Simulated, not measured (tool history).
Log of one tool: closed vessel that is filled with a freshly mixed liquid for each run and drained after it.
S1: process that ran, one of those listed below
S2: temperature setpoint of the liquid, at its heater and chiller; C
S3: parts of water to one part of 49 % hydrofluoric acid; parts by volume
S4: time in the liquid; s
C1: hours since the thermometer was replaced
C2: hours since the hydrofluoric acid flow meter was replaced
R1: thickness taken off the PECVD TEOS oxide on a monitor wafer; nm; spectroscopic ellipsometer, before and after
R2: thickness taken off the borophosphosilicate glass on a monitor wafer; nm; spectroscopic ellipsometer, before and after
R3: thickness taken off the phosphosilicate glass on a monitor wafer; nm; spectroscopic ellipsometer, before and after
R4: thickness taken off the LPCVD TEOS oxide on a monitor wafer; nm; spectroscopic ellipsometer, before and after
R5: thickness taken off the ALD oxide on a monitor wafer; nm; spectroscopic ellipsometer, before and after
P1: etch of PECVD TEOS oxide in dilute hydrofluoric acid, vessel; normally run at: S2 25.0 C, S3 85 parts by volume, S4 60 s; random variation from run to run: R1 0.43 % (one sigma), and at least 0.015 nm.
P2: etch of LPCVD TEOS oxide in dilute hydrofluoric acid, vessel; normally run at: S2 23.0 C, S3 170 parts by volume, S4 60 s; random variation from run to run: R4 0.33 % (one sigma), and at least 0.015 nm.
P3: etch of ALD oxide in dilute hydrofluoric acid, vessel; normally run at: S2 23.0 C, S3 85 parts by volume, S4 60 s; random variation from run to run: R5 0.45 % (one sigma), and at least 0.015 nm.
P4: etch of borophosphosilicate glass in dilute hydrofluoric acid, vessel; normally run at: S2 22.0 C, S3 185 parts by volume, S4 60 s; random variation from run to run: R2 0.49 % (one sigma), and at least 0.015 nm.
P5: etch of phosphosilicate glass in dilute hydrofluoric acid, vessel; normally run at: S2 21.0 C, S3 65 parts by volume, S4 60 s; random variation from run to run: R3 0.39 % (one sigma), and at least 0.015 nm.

run   hour  S1    S2   S3   S4      C1      C2       R1      R2      R3       R4       R5
  1    9.3  P1  25.0   85   60  1241.1   653.0   7.6780
  2   17.9  P1  30.5   85   60  1249.7   661.6   9.5017
  3   26.9  P4  22.0  185   60  1258.7   670.6           11.744
  4   35.4  P1  25.0  130   60  1267.2   679.1   4.7474
  5   45.0  P5  21.0   65   60  1276.8   688.7                   52.388
  6   57.1  P1  31.0   85   90  1288.9   700.8  14.4780
  7   65.5  P1  25.0   85   60  1297.3   709.2   7.6611
  8   79.8  P1  25.0   55   60  1311.6   723.5  12.4170
  9   87.4  P1  25.0   85   30  1319.2   731.1   3.8594
 10   98.0  P5  21.0   65   30  1329.8   741.7                   26.140
 11  111.1  P1  25.0   85  105  1342.9   754.8  13.5870
 12  125.1  P1  25.0   85   60  1356.9   768.8   7.7080
 13  134.2  P4  22.0  185  100  1366.0   777.9           19.493
 14  143.6  P2  23.0  170  105  1375.4   787.3                           24.5530
 15  154.8  P2  28.5  170   60  1386.6   798.5                           17.2410
 16  165.6  P3  23.0   35   60  1397.4   809.3                                    31.8520
 17  175.4  P2  23.0  170   60  1407.2   819.1                           13.9970
 18  182.7  P1  25.0  120   90  1414.5   826.4   7.7662
 19  199.1  P3  23.0   85   60  1430.9   842.8                                    12.4400
 20  206.7  P2  23.0  310   60  1438.5   850.4                            6.7064
 21  218.6  P4  22.0   95   60  1450.4   862.3           25.225
 22  231.2  P1  20.5  130   60  1463.0   874.9   4.0380
 23  246.8  P3  23.0   85  115  1478.6   890.5                                    23.9190
 24  260.6  P5  21.0   65   60  1492.4   904.3                   52.191
 25  277.3  P5  17.0   65   60  1509.1   921.0                   44.051
 26  292.1  P3  23.0   85   60  1523.9   935.8                                    12.2740
 27  307.4  P1  25.0   85   60  1539.2   951.1   7.6506
 28  323.1  P3  17.0   85   60  1554.9   966.8                                     9.6306
 29  339.1  P4  27.5  185   60  1570.9   982.8           14.433
 30  350.4  P5  21.0  110   60  1582.2   994.1                   29.214
 31  363.1  P1  25.0   85   60  1594.9  1006.8   7.6557
 32  378.3  P1  20.5   85   60  1610.1  1022.0   6.4281
 33  394.3  P1  25.0   85   60  1626.1  1038.0   7.7752
 34  403.4  P1  25.0   85   60  1635.2  1047.1   7.9326
 35  418.8  P1  25.0   85   60  1650.6  1062.5   8.2176
 36  430.9  P1  25.0   85   60  1662.7  1074.6   8.4042
 37  439.4  P1  25.0   85   60  1671.2  1083.1   8.3881
 38  454.0  P1  25.0   85   60  1685.8  1097.7   8.3605
 39  464.2  P1  25.0   85   60  1696.0  1107.9   8.4574
 40  474.1  P1  25.0   85   60  1705.9  1117.8   8.4598
 41  481.8  P1  25.0   85   60  1713.6  1125.5   8.5285

What P1 gives has crept away from where it was. These 2 causes fit the log equally well, each at the size given:
A: liquid hotter than its thermometer reads (K) = 2.44
B: hydrofluoric acid flow above the setpoint (%) = 9.02
The creep began at about hour 394.3.

4 check runs are offered, one wafer each, their results left as question marks. Which one tells the causes apart?
check 1  489.5  P4  22.0  110   95               ?
check 2  489.5  P3  17.0   85  100                           ?
check 3  489.5  P2  26.0  305   60                       ?
check 4  489.5  P5  17.0   95   60                   ?

What each check would give under each cause:
  check  result     if A     if B
check 1      R2   37.396   37.406
check 2      R5  17.7750  17.6170
check 3      R4   8.1948   8.4527
check 4      R3   32.364   32.122
How far apart the two closest causes lie, in the result that separates them most: check 1 0.03 %; check 2 0.89 %; check 3 3.1 %; check 4 0.75 %
Check 3 tells the causes apart: in the others they would give nearly the same result.

Then check 3 was run and gave: R4 8.2042 nm. Which cause is it?

It is A: liquid hotter than its thermometer reads (K).

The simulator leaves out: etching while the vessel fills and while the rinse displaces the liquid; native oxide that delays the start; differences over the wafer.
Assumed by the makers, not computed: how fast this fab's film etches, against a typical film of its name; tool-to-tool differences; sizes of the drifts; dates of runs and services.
